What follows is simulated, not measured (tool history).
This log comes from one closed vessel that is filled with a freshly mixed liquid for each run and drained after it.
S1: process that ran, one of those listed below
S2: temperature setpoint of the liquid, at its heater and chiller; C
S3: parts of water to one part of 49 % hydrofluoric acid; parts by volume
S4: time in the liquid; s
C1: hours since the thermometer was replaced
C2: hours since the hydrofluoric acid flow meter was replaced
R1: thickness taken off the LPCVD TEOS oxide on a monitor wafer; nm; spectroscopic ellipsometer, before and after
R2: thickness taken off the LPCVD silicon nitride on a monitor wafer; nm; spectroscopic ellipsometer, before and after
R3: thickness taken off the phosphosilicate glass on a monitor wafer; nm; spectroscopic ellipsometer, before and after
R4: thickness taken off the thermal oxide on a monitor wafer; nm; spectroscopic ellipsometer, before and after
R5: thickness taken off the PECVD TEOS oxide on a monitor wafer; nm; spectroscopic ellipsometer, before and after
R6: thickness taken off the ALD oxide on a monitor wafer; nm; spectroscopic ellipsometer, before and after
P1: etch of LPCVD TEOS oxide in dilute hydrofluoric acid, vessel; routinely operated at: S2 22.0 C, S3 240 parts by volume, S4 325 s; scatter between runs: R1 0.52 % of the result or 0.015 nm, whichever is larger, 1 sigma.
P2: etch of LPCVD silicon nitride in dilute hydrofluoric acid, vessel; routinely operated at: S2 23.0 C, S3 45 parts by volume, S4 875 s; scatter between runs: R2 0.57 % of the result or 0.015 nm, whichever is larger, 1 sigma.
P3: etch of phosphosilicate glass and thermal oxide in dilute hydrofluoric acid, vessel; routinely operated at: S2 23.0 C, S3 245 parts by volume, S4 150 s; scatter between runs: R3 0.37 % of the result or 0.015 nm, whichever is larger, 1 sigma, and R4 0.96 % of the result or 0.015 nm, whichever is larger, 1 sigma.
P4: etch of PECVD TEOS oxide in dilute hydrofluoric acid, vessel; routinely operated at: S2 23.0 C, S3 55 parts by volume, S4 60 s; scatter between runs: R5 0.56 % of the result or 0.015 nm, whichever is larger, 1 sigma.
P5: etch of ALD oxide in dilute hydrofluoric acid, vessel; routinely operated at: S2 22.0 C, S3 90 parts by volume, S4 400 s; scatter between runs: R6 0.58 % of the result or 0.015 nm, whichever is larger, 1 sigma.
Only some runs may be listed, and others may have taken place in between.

| run | hour | S1 | S2 | S3 | S4 | C1 | C2 | R1 | R2 | R3 | R4 | R5 | R6 |
|---|---|---|---|---|---|---|---|---|---|---|---|---|---|
| 1 | 3.6 | P1 | 22.0 | 240 | 325 | 499.7 | 654.4 | 22.7460 |  |  |  |  |  |
| 2 | 8.7 | P2 | 23.0 | 45 | 875 | 504.8 | 659.5 |  | 7.5899 |  |  |  |  |
| 3 | 12.6 | P3 | 23.0 | 245 | 30 | 508.7 | 663.4 |  |  | 6.0052 | 0.47136 |  |  |
| 4 | 18.3 | P2 | 23.0 | 25 | 875 | 514.4 | 669.1 |  | 13.2420 |  |  |  |  |
| 5 | 23.7 | P3 | 23.0 | 355 | 150 | 519.8 | 674.5 |  |  | 18.6970 | 1.48250 |  |  |
| 6 | 27.2 | P4 | 23.0 | 55 | 60 | 523.3 | 678.0 |  |  |  |  | 10.9150 |  |
| 7 | 31.7 | P1 | 22.0 | 40 | 325 | 527.8 | 682.5 | 171.0800 |  |  |  |  |  |
| 8 | 36.0 | P5 | 22.0 | 90 | 400 | 532.1 | 686.8 |  |  |  |  |  | 40.663 |
| 9 | 39.7 | P1 | 22.0 | 380 | 325 | 535.8 | 690.5 | 12.6330 |  |  |  |  |  |
| 10 | 44.2 | P1 | 27.5 | 240 | 325 | 540.3 | 695.0 | 27.6110 |  |  |  |  |  |
| 11 | 49.8 | P1 | 22.0 | 240 | 325 | 545.9 | 700.6 | 22.5260 |  |  |  |  |  |
| 12 | 54.1 | P1 | 22.0 | 240 | 325 | 550.2 | 704.9 | 22.6080 |  |  |  |  |  |
| 13 | 57.9 | P1 | 22.0 | 80 | 120 | 554.0 | 708.7 | 29.7740 |  |  |  |  |  |
| 14 | 62.9 | P1 | 22.0 | 240 | 325 | 559.0 | 713.7 | 22.7700 |  |  |  |  |  |
| 15 | 66.2 | P1 | 17.0 | 240 | 325 | 562.3 | 717.0 | 18.7790 |  |  |  |  |  |
| 16 | 70.9 | P1 | 22.0 | 330 | 595 | 567.0 | 721.7 | 27.5710 |  |  |  |  |  |
| 17 | 74.2 | P1 | 22.0 | 240 | 505 | 570.3 | 725.0 | 35.2510 |  |  |  |  |  |
| 18 | 78.1 | P4 | 23.0 | 105 | 60 | 574.2 | 728.9 |  |  |  |  | 5.3990 |  |
| 19 | 82.5 | P3 | 23.0 | 245 | 150 | 578.6 | 733.3 |  |  | 29.7690 | 2.34420 |  |  |
| 20 | 88.5 | P4 | 29.5 | 55 | 60 | 584.6 | 739.3 |  |  |  |  | 14.2550 |  |
| 21 | 93.1 | P2 | 27.5 | 45 | 875 | 589.2 | 743.9 |  | 10.1640 |  |  |  |  |
|  | 98.4 | thermometer replaced |
| 22 | 99.2 | P2 | 23.0 | 45 | 125 | 0.9 | 750.0 |  | 1.0797 |  |  |  |  |
| 23 | 105.4 | P5 | 22.0 | 90 | 400 | 7.1 | 756.2 |  |  |  |  |  | 40.420 |
| 24 | 109.7 | P3 | 17.0 | 245 | 150 | 11.4 | 760.5 |  |  | 23.8920 | 1.85300 |  |  |
| 25 | 115.3 | P5 | 26.5 | 90 | 400 | 17.0 | 766.1 |  |  |  |  |  | 48.583 |
| 26 | 119.3 | P5 | 22.0 | 155 | 400 | 21.0 | 770.1 |  |  |  |  |  | 21.873 |
| 27 | 124.9 | P1 | 22.0 | 240 | 80 | 26.6 | 775.7 | 5.5693 |  |  |  |  |  |
| 28 | 129.9 | P1 | 22.0 | 410 | 590 | 31.6 | 780.7 | 20.4470 |  |  |  |  |  |
| 29 | 133.9 | P5 | 22.0 | 90 | 105 | 35.6 | 784.7 |  |  |  |  |  | 10.614 |
| 30 | 137.0 | P4 | 23.0 | 55 | 30 | 38.7 | 787.8 |  |  |  |  | 5.4595 |  |
| 31 | 143.0 | P1 | 22.0 | 240 | 325 | 44.7 | 793.8 | 22.7220 |  |  |  |  |  |
| 32 | 148.3 | P1 | 22.0 | 240 | 325 | 50.0 | 799.1 | 22.7150 |  |  |  |  |  |
| 33 | 153.2 | P1 | 22.0 | 240 | 325 | 54.9 | 804.0 | 21.7430 |  |  |  |  |  |
| 34 | 157.0 | P1 | 22.0 | 240 | 325 | 58.7 | 807.8 | 21.4450 |  |  |  |  |  |
| 35 | 159.9 | P1 | 22.0 | 240 | 325 | 61.6 | 810.7 | 21.0710 |  |  |  |  |  |
| 36 | 164.3 | P1 | 22.0 | 240 | 325 | 66.0 | 815.1 | 21.2140 |  |  |  |  |  |
| 37 | 170.1 | P1 | 22.0 | 240 | 325 | 71.8 | 820.9 | 20.9100 |  |  |  |  |  |
| 38 | 175.1 | P1 | 22.0 | 240 | 325 | 76.8 | 825.9 | 20.8260 |  |  |  |  |  |

P1 has crept away from where it was. The log is fitted equally well by each of these 2 causes, at the sizes shown:
A: liquid colder than its thermometer reads (K) = 2.21
B: hydrofluoric acid flow below the setpoint (%) = 6.4
The drift started at roughly hour 148.3.

Of the 4 check runs listed below, each run on one wafer and each result written as a question mark, which would let you distinguish the listed causes because they would give clearly different results?
| check 1 | 180.1 | P2 | 26.5 | 30 | 875 |  |  |  | ? |  |  |  |  |
| check 2 | 180.1 | P4 | 23.0 | 100 | 30 |  |  |  |  |  |  | ? |  |
| check 3 | 180.1 | P3 | 23.0 | 245 | 90 |  |  |  |  | ? | ? |  |  |
| check 4 | 180.1 | P5 | 22.0 | 150 | 165 |  |  |  |  |  |  |  | ? |

Check results expected under each cause:
| check | result | if A | if B |
|---|---|---|---|
| check 1 | R2 | 12.2740 | 13.3620 |
| check 2 | R5 | 2.6084 | 2.6476 |
| check 3 | R3 | 16.5610 | 16.5370 |
| check 3 | R4 | 1.29490 | 1.29300 |
| check 4 | R6 | 8.6168 | 8.7024 |
Per-check spread between the two closest causes, in the result where they differ most: check 1 8.49 %; check 2 1.49 %; check 3 0.14 %; check 4 0.99 %
Only in check 1 would the causes give clearly different results; in the remaining checks their results would be nearly the same.

The results of check 1 are: R2 12.3470 nm. Based on these, which of the listed causes is it?

The correct cause is A, namely: liquid colder than its thermometer reads (K).

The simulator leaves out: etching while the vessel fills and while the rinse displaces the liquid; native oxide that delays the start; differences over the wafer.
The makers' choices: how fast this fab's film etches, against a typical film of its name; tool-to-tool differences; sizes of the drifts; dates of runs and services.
